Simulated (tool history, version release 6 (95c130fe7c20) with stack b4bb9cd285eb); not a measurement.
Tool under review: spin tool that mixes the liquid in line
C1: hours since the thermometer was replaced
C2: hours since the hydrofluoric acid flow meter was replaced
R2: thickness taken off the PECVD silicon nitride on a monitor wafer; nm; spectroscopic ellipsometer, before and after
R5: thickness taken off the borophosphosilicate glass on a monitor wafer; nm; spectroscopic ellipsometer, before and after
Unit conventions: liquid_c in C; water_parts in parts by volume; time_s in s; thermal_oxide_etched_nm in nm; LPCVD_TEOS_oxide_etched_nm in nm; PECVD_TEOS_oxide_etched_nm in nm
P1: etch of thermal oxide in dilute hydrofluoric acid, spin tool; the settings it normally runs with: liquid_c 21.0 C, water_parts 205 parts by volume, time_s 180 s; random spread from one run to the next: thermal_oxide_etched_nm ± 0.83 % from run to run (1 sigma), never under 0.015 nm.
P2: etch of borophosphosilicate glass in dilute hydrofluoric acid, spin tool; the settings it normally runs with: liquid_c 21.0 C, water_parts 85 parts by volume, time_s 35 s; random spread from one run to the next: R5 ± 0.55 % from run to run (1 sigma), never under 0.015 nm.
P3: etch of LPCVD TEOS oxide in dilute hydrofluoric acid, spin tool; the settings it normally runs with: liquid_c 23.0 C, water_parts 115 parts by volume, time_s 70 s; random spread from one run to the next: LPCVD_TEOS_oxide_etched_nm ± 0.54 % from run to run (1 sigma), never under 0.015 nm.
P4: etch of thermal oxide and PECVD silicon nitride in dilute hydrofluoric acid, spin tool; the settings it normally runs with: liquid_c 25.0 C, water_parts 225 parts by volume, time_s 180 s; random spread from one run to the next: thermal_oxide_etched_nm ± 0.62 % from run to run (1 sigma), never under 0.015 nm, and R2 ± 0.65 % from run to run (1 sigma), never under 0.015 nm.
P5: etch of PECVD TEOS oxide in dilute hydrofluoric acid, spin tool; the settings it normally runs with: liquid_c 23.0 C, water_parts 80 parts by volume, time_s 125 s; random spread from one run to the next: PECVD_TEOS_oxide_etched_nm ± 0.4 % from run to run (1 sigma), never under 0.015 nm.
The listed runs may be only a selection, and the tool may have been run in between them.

{"run": 1, "hour": 10.8, "process": "P1", "liquid_c": 21.0, "water_parts": 205, "time_s": 180, "C1": 545.0, "C2": 891.2, "thermal_oxide_etched_nm": 3.1647}
{"run": 2, "hour": 19.9, "process": "P1", "liquid_c": 21.0, "water_parts": 40, "time_s": 180, "C1": 554.1, "C2": 900.3, "thermal_oxide_etched_nm": 19.475}
{"run": 3, "hour": 29.5, "process": "P4", "liquid_c": 18.5, "water_parts": 225, "time_s": 180, "C1": 563.7, "C2": 909.9, "thermal_oxide_etched_nm": 2.7761, "R2": 2.6872}
{"run": 4, "hour": 37.2, "process": "P1", "liquid_c": 21.0, "water_parts": 205, "time_s": 180, "C1": 571.4, "C2": 917.6, "thermal_oxide_etched_nm": 3.187}
{"run": 5, "hour": 48.2, "process": "P3", "liquid_c": 23.0, "water_parts": 115, "time_s": 70, "C1": 582.4, "C2": 928.6, "LPCVD_TEOS_oxide_etched_nm": 9.2983}
{"run": 6, "hour": 59.5, "process": "P5", "liquid_c": 23.0, "water_parts": 80, "time_s": 125, "C1": 593.7, "C2": 939.9, "PECVD_TEOS_oxide_etched_nm": 16.918}
{"run": 7, "hour": 73.7, "process": "P1", "liquid_c": 21.0, "water_parts": 130, "time_s": 265, "C1": 607.9, "C2": 954.1, "thermal_oxide_etched_nm": 7.9162}
{"run": 8, "hour": 88.6, "process": "P4", "liquid_c": 25.0, "water_parts": 400, "time_s": 180, "C1": 622.8, "C2": 969.0, "thermal_oxide_etched_nm": 1.6363, "R2": 2.2873}
{"run": 9, "hour": 104.4, "process": "P1", "liquid_c": 21.0, "water_parts": 205, "time_s": 180, "C1": 638.6, "C2": 984.8, "thermal_oxide_etched_nm": 3.1887}
{"run": 10, "hour": 120.8, "process": "P5", "liquid_c": 23.0, "water_parts": 140, "time_s": 125, "C1": 655.0, "C2": 1001.2, "PECVD_TEOS_oxide_etched_nm": 9.0791}
{"run": 11, "hour": 132.6, "process": "P4", "liquid_c": 25.0, "water_parts": 225, "time_s": 180, "C1": 666.8, "C2": 1013.0, "thermal_oxide_etched_nm": 3.4618, "R2": 4.1028}
{"run": 12, "hour": 144.8, "process": "P1", "liquid_c": 21.0, "water_parts": 205, "time_s": 180, "C1": 679.0, "C2": 1025.2, "thermal_oxide_etched_nm": 3.2032}
{"run": 13, "hour": 156.9, "process": "P1", "liquid_c": 21.0, "water_parts": 205, "time_s": 295, "C1": 691.1, "C2": 1037.3, "thermal_oxide_etched_nm": 5.2149}
{"run": 14, "hour": 165.6, "process": "P3", "liquid_c": 23.0, "water_parts": 115, "time_s": 115, "C1": 699.8, "C2": 1046.0, "LPCVD_TEOS_oxide_etched_nm": 15.538}
{"run": 15, "hour": 181.4, "process": "P3", "liquid_c": 17.5, "water_parts": 115, "time_s": 70, "C1": 715.6, "C2": 1061.8, "LPCVD_TEOS_oxide_etched_nm": 7.5314}
{"run": 16, "hour": 192.1, "process": "P5", "liquid_c": 23.0, "water_parts": 80, "time_s": 125, "C1": 726.3, "C2": 1072.5, "PECVD_TEOS_oxide_etched_nm": 17.042}
{"run": 17, "hour": 201.2, "process": "P5", "liquid_c": 17.5, "water_parts": 80, "time_s": 125, "C1": 735.4, "C2": 1081.6, "PECVD_TEOS_oxide_etched_nm": 13.485}
{"run": 18, "hour": 209.2, "process": "P2", "liquid_c": 28.5, "water_parts": 85, "time_s": 35, "C1": 743.4, "C2": 1089.6, "R5": 31.03}
{"run": 19, "hour": 224.6, "process": "P2", "liquid_c": 21.0, "water_parts": 85, "time_s": 35, "C1": 758.8, "C2": 1105.0, "R5": 22.87}
{"run": 20, "hour": 237.9, "process": "P5", "liquid_c": 23.0, "water_parts": 80, "time_s": 15, "C1": 772.1, "C2": 1118.3, "PECVD_TEOS_oxide_etched_nm": 2.0124}
{"run": 21, "hour": 251.2, "process": "P4", "liquid_c": 25.0, "water_parts": 225, "time_s": 180, "C1": 785.4, "C2": 1131.6, "thermal_oxide_etched_nm": 3.4947, "R2": 4.0712}
{"run": 22, "hour": 261.7, "process": "P1", "liquid_c": 27.5, "water_parts": 50, "time_s": 180, "C1": 795.9, "C2": 1142.1, "thermal_oxide_etched_nm": 20.406}
{"run": 23, "hour": 275.7, "process": "P1", "liquid_c": 17.0, "water_parts": 205, "time_s": 180, "C1": 809.9, "C2": 1156.1, "thermal_oxide_etched_nm": 2.7435}
{"run": 24, "hour": 285.8, "process": "P4", "liquid_c": 25.0, "water_parts": 225, "time_s": 90, "C1": 820.0, "C2": 1166.2, "thermal_oxide_etched_nm": 1.7201, "R2": 2.0402}
{"run": 25, "hour": 301.6, "process": "P2", "liquid_c": 21.0, "water_parts": 85, "time_s": 35, "C1": 835.8, "C2": 1182.0, "R5": 22.729}
{"run": 26, "hour": 314.1, "process": "P1", "liquid_c": 21.0, "water_parts": 205, "time_s": 180, "C1": 848.3, "C2": 1194.5, "thermal_oxide_etched_nm": 3.1734}

For run 27, what comes out?
{"run": 27, "hour": 322.3, "process": "P2", "liquid_c": 21.0, "water_parts": 25, "time_s": 35, "C1": 856.5, "C2": 1202.7, "R5": "?"}

R5: 82.797 nm
